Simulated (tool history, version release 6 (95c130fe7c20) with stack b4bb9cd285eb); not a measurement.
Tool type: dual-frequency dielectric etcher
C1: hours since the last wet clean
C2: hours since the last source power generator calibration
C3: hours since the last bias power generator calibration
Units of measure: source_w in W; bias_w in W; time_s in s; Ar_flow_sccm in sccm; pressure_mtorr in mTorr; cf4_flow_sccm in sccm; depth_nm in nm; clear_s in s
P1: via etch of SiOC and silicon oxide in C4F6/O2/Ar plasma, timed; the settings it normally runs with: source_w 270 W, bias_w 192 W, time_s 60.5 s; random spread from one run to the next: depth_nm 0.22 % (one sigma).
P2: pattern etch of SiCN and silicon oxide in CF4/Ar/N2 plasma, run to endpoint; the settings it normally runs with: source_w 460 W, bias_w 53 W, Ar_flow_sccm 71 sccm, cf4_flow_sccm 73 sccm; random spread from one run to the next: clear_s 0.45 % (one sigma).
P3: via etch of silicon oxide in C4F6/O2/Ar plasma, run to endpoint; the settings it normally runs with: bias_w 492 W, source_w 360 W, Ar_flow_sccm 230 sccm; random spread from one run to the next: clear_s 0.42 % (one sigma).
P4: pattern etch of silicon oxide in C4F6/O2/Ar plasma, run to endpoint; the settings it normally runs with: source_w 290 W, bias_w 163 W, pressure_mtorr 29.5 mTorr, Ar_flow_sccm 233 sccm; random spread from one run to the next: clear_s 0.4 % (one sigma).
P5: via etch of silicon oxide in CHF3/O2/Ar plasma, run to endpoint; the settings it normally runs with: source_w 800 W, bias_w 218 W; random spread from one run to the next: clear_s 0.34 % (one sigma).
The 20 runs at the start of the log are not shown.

Run 21, hour 202.7: process P2, source_w 640 W, bias_w 53 W, Ar_flow_sccm 71 sccm, cf4_flow_sccm 73 sccm; C1 242.9; C2 1276.2; C3 2145.4. Result: clear_s 7.5548 s.
Run 22, hour 210.4: process P2, source_w 460 W, bias_w 53 W, Ar_flow_sccm 92 sccm, cf4_flow_sccm 73 sccm; C1 250.6; C2 1283.9; C3 2153.1. Result: clear_s 10.565 s.
Run 23, hour 220.1: process P3, source_w 360 W, bias_w 492 W, Ar_flow_sccm 230 sccm; C1 260.3; C2 1293.6; C3 2162.8. Result: clear_s 25.008 s.
Run 24, hour 231.5: process P1, source_w 330 W, bias_w 192 W, time_s 40.5 s; C1 271.7; C2 1305; C3 2174.2. Result: depth_nm 42.982 nm.
Run 25, hour 240: process P3, source_w 360 W, bias_w 492 W, Ar_flow_sccm 283 sccm; C1 280.2; C2 1313.5; C3 2182.7. Result: clear_s 25.71 s.
Run 26, hour 248.4: process P1, source_w 270 W, bias_w 192 W, time_s 86.5 s; C1 288.6; C2 1321.9; C3 2191.1. Result: depth_nm 84.688 nm.
Run 27, hour 262.7: process P4, source_w 290 W, bias_w 163 W, Ar_flow_sccm 233 sccm, pressure_mtorr 36 mTorr; C1 302.9; C2 1336.2; C3 2205.4. Result: clear_s 10.635 s.
Run 28, hour 276.4: process P4, source_w 290 W, bias_w 111 W, Ar_flow_sccm 233 sccm, pressure_mtorr 29.5 mTorr; C1 316.6; C2 1349.9; C3 2219.1. Result: clear_s 11.667 s.
At hour 282.9: bias power generator calibrated.
Run 29, hour 289.1: process P1, source_w 270 W, bias_w 192 W, time_s 60.5 s; C1 329.3; C2 1362.6; C3 6.3. Result: depth_nm 59.335 nm.
Run 30, hour 300.7: process P4, source_w 290 W, bias_w 163 W, Ar_flow_sccm 233 sccm, pressure_mtorr 29.5 mTorr; C1 340.9; C2 1374.2; C3 17.9. Result: clear_s 10.363 s.
Run 31, hour 310: process P1, source_w 270 W, bias_w 118 W, time_s 60.5 s; C1 350.2; C2 1383.5; C3 27.2. Result: depth_nm 50.678 nm.
Run 32, hour 319.2: process P5, source_w 520 W, bias_w 218 W; C1 359.4; C2 1392.7; C3 36.4. Result: clear_s 250.72 s.
Run 33, hour 327.3: process P4, source_w 290 W, bias_w 163 W, Ar_flow_sccm 233 sccm, pressure_mtorr 29.5 mTorr; C1 367.5; C2 1400.8; C3 44.5. Result: clear_s 10.393 s.
Run 34, hour 339.1: process P1, source_w 270 W, bias_w 192 W, time_s 60.5 s; C1 379.3; C2 1412.6; C3 56.3. Result: depth_nm 59.264 nm.

Run 35 is up next; what results do you expect?
Run 35, hour 349.1: process P1, source_w 270 W, bias_w 192 W, time_s 60.5 s; C1 389.3; C2 1422.6; C3 66.3. Result: depth_nm ?.

Run 35 measured depth_nm 58.645 nm.
